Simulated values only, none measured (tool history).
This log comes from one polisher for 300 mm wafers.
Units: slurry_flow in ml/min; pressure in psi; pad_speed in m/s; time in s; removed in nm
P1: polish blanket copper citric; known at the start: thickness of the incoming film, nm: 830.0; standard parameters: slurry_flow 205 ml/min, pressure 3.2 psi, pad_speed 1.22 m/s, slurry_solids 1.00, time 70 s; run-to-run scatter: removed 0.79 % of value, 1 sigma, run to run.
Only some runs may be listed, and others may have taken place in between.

| run | hour | slurry_flow | pressure | pad_speed | slurry_solids | time | removed |
|---|---|---|---|---|---|---|---|
| 1 | 2.5 | 205 | 3.2 | 1.22 | 1.00 | 70 | 208.420 |
| 2 | 5.9 | 205 | 1.4 | 1.22 | 1.00 | 70 | 93.794 |
| 3 | 11.1 | 205 | 3.2 | 1.22 | 0.60 | 70 | 188.350 |
| 4 | 15.8 | 205 | 3.2 | 1.58 | 1.25 | 70 | 280.870 |
| 5 | 20.3 | 205 | 3.2 | 0.62 | 1.00 | 70 | 110.550 |
| 6 | 25.5 | 205 | 3.2 | 1.22 | 1.00 | 96 | 287.390 |
| 7 | 27.9 | 205 | 4.4 | 1.22 | 0.70 | 70 | 263.710 |
| 8 | 32.4 | 205 | 3.2 | 1.22 | 1.00 | 40 | 118.590 |
| 9 | 35.9 | 205 | 3.2 | 1.22 | 1.00 | 70 | 209.570 |
| 10 | 40.4 | 205 | 3.2 | 1.22 | 1.00 | 70 | 208.790 |
| 11 | 42.7 | 295 | 3.2 | 1.22 | 1.00 | 70 | 219.480 |
| 12 | 47.5 | 125 | 3.2 | 1.22 | 1.00 | 70 | 192.150 |
| 13 | 51.9 | 205 | 3.2 | 1.22 | 1.00 | 70 | 207.030 |
| 14 | 55.0 | 205 | 4.7 | 1.22 | 1.00 | 70 | 302.000 |
| 15 | 60.0 | 205 | 3.2 | 1.22 | 1.00 | 70 | 206.320 |
| 16 | 63.7 | 205 | 3.2 | 1.22 | 1.00 | 70 | 209.860 |
| 17 | 67.2 | 205 | 3.2 | 0.78 | 0.80 | 70 | 128.610 |
|  | 68.4 | worn pad replaced by a new one |
| 18 | 70.6 | 205 | 3.2 | 1.82 | 1.00 | 70 | 311.890 |
| 19 | 75.5 | 205 | 3.2 | 1.22 | 1.50 | 70 | 228.970 |
| 20 | 79.6 | 205 | 3.2 | 1.22 | 1.00 | 70 | 208.220 |
| 21 | 83.8 | 205 | 3.2 | 1.22 | 1.00 | 70 | 203.590 |
| 22 | 87.4 | 205 | 3.2 | 1.22 | 1.00 | 70 | 199.820 |
| 23 | 90.6 | 205 | 3.2 | 1.22 | 1.00 | 70 | 196.640 |
| 24 | 93.1 | 205 | 3.2 | 1.22 | 1.00 | 70 | 196.640 |
| 25 | 96.7 | 205 | 3.2 | 1.22 | 1.00 | 70 | 196.670 |
|  | 97.0 | slurry blender recalibrated |
| 26 | 99.3 | 205 | 3.2 | 1.22 | 1.00 | 70 | 195.610 |
|  | 101.3 | worn pad replaced by a new one |
| 27 | 103.0 | 205 | 3.2 | 1.22 | 1.00 | 70 | 194.320 |
| 28 | 107.9 | 205 | 3.2 | 1.22 | 1.00 | 70 | 194.630 |
| 29 | 110.6 | 205 | 3.2 | 1.22 | 1.00 | 70 | 193.660 |

P1 has crept away from where it was. The log is fitted equally well by each of these 2 causes, at the sizes shown:
A: slurry flow missing at the pad, % = 35.8
B: head's pressure below its setpoint, % = 7
At approximately hour 79.6, the process output began to creep.
What rules out each remaining cause:
removal rate lost through wear of the pad, %: serviced at hour 101.3, which brought nothing back
abrasive missing from the slurry, %: serviced at hour 97.0, which brought nothing back

You are offered 4 check runs, listed below with question marks in place of their results; each one averages 3 wafers. Which run separates the listed causes by giving clearly different results for each?
| check 1 | 113.3 | 205 | 4.7 | 0.82 | 1.00 | 70 | ? |
| check 2 | 113.3 | 205 | 3.2 | 1.70 | 1.00 | 70 | ? |
| check 3 | 113.3 | 135 | 3.2 | 1.22 | 1.00 | 70 | ? |
| check 4 | 113.3 | 205 | 2.5 | 1.80 | 1.00 | 70 | ? |

Outcome of each check run for each possible cause:
| check | result | if A | if B |
|---|---|---|---|
| check 1 | removed | 192.090 | 192.090 |
| check 2 | removed | 269.650 | 269.540 |
| check 3 | removed | 176.180 | 182.060 |
| check 4 | removed | 223.680 | 223.630 |
Minimum pairwise separation of causes per check, each pair taken at its best-separating result: check 1 0 %; check 2 0.04 %; check 3 3.29 %; check 4 0.02 %
Check 3 distinguishes between the causes, while the remaining checks would return nearly the same result for all of them.

Here is what check 3 returned: removed 182.680 nm. Which cause is it?

The cause is B: head's pressure below its setpoint, %.
